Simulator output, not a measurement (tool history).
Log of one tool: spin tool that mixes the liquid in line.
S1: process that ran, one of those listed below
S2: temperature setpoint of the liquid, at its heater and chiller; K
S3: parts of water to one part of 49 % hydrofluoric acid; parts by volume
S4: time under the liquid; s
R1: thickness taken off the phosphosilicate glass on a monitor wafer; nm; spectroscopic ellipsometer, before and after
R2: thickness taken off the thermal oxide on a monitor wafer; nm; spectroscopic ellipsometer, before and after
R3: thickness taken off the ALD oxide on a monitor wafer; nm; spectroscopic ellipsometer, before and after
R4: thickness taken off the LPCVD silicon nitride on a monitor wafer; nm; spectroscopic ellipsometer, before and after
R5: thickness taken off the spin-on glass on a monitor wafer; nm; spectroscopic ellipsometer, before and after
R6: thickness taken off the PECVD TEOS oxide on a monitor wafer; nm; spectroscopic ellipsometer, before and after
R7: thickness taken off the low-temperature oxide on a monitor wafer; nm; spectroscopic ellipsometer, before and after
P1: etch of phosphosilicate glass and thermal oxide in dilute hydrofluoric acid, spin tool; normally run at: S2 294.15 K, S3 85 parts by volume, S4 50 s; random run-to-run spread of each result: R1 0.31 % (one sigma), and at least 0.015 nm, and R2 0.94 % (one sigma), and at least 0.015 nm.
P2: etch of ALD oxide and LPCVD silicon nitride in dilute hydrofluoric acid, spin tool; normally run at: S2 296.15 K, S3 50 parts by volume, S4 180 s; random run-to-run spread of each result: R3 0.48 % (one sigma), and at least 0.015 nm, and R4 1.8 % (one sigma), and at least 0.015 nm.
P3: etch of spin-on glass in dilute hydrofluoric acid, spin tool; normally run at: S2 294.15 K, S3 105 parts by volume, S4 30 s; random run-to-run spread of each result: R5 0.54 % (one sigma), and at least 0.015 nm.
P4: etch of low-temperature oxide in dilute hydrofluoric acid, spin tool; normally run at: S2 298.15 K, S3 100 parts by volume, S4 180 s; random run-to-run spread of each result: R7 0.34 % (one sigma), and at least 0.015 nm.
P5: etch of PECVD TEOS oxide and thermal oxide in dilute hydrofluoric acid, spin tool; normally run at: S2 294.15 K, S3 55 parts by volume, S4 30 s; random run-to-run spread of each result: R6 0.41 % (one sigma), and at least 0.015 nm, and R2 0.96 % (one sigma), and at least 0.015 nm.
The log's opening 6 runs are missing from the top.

run 7 hour=78.3 | S1=P3 S2=294.15 S3=105 S4=15 | R5=5.2128
run 8 hour=89.2 | S1=P2 S2=296.15 S3=50 S4=305 | R3=59.087 R4=2.3947
run 9 hour=96.5 | S1=P1 S2=294.15 S3=140 S4=50 | R1=18.1370 R2=1.42060
run 10 hour=110.6 | S1=P1 S2=294.15 S3=85 S4=50 | R1=31.9620 R2=2.49750
run 11 hour=121.6 | S1=P2 S2=296.15 S3=50 S4=180 | R3=35.011 R4=1.4599
run 12 hour=132.4 | S1=P1 S2=298.15 S3=85 S4=50 | R1=37.3910 R2=2.91510
run 13 hour=146.2 | S1=P5 S2=294.15 S3=55 S4=60 | R2=4.71420 R6=14.9490
run 14 hour=159.9 | S1=P1 S2=294.15 S3=140 S4=15 | R1=5.4732 R2=0.42665
run 15 hour=170.8 | S1=P5 S2=294.15 S3=55 S4=30 | R2=2.30880 R6=7.4172
run 16 hour=185.9 | S1=P5 S2=294.15 S3=105 S4=30 | R2=1.17460 R6=3.6689
run 17 hour=194.0 | S1=P1 S2=294.15 S3=85 S4=15 | R1=9.5784 R2=0.77020
run 18 hour=209.9 | S1=P1 S2=294.15 S3=25 S4=50 | R1=116.3000 R2=9.03090
run 19 hour=225.2 | S1=P2 S2=296.15 S3=50 S4=180 | R3=35.231 R4=1.4624
run 20 hour=234.7 | S1=P4 S2=298.15 S3=100 S4=180 | R7=19.577
run 21 hour=244.8 | S1=P1 S2=294.15 S3=85 S4=50 | R1=31.8300 R2=2.49660
run 22 hour=254.2 | S1=P4 S2=304.15 S3=100 S4=180 | R7=24.507
run 23 hour=266.5 | S1=P2 S2=303.65 S3=50 S4=180 | R3=47.073 R4=2.4001
run 24 hour=278.6 | S1=P5 S2=294.15 S3=55 S4=30 | R2=2.31280 R6=7.3747
run 25 hour=291.6 | S1=P5 S2=302.15 S3=55 S4=30 | R2=3.21610 R6=10.2850

Expected results for the next run?
run 26 hour=302.0 | S1=P4 S2=298.15 S3=100 S4=335 | R7=?

{"run 26": {"R7": 36.407}}
